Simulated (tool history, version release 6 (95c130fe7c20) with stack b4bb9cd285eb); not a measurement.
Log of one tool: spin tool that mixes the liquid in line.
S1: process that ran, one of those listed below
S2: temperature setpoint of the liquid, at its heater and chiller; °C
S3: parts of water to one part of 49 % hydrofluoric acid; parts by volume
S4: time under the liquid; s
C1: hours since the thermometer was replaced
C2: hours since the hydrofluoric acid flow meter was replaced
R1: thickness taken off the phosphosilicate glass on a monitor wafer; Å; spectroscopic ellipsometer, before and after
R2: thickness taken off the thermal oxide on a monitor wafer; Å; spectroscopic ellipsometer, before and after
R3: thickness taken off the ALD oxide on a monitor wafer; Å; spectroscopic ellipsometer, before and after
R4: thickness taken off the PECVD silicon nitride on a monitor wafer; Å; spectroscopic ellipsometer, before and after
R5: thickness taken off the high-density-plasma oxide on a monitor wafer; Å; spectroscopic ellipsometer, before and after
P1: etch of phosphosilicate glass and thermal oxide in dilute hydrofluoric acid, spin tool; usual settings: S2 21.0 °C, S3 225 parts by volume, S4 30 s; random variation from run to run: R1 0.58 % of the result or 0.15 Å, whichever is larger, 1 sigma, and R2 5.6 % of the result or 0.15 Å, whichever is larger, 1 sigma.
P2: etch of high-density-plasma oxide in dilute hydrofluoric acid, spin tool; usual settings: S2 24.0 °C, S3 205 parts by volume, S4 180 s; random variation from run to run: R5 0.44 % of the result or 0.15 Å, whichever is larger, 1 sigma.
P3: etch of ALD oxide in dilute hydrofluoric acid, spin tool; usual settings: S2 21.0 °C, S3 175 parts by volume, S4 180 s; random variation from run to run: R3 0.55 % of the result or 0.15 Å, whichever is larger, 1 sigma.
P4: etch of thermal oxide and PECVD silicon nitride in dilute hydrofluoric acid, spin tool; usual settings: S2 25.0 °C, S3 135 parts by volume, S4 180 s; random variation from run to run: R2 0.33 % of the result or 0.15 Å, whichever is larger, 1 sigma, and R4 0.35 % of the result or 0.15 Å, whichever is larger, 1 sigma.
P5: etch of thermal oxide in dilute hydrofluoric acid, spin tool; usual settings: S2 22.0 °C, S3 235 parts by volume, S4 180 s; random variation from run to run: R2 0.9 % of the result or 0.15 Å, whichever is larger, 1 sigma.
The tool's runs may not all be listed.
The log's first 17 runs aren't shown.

| run | hour | S1 | S2 | S3 | S4 | C1 | C2 | R1 | R2 | R3 | R4 | R5 |
|---|---|---|---|---|---|---|---|---|---|---|---|---|
| 18 | 224.7 | P4 | 25.0 | 135 | 180 | 538.7 | 133.3 |  | 63.4700 |  | 65.265 |  |
| 19 | 238.4 | P1 | 17.0 | 225 | 15 | 552.4 | 147.0 | 26.538 | 2.1157 |  |  |  |
| 20 | 249.9 | P1 | 21.0 | 225 | 30 | 563.9 | 158.5 | 60.716 | 4.9246 |  |  |  |
| 21 | 263.7 | P1 | 21.0 | 325 | 30 | 577.7 | 172.3 | 38.723 | 2.9660 |  |  |  |
| 22 | 278.0 | P3 | 17.0 | 175 | 180 | 592.0 | 186.6 |  |  | 91.809 |  |  |
| 23 | 292.9 | P4 | 25.0 | 245 | 180 | 606.9 | 201.5 |  | 30.8380 |  | 36.309 |  |
| 24 | 308.0 | P1 | 25.5 | 225 | 15 | 622.0 | 216.6 | 36.569 | 3.3975 |  |  |  |
| 25 | 325.1 | P2 | 24.0 | 65 | 180 | 639.1 | 233.7 |  |  |  |  | 176.730 |
| 26 | 343.0 | P4 | 17.5 | 135 | 180 | 657.0 | 251.6 |  | 47.8410 |  | 39.710 |  |
| 27 | 354.1 | P3 | 21.0 | 175 | 180 | 668.1 | 262.7 |  |  | 107.830 |  |  |
| 28 | 365.3 | P3 | 21.0 | 250 | 180 | 679.3 | 273.9 |  |  | 70.771 |  |  |
| 29 | 377.8 | P2 | 24.0 | 205 | 75 | 691.8 | 286.4 |  |  |  |  | 19.771 |

Run 30 comes next. What will it give?
| 30 | 390.7 | P1 | 21.0 | 225 | 30 | 704.7 | 299.3 | ? | ? |  |  |  |

{"run 30": {"R1": 60.971, "R2": 5.085}}
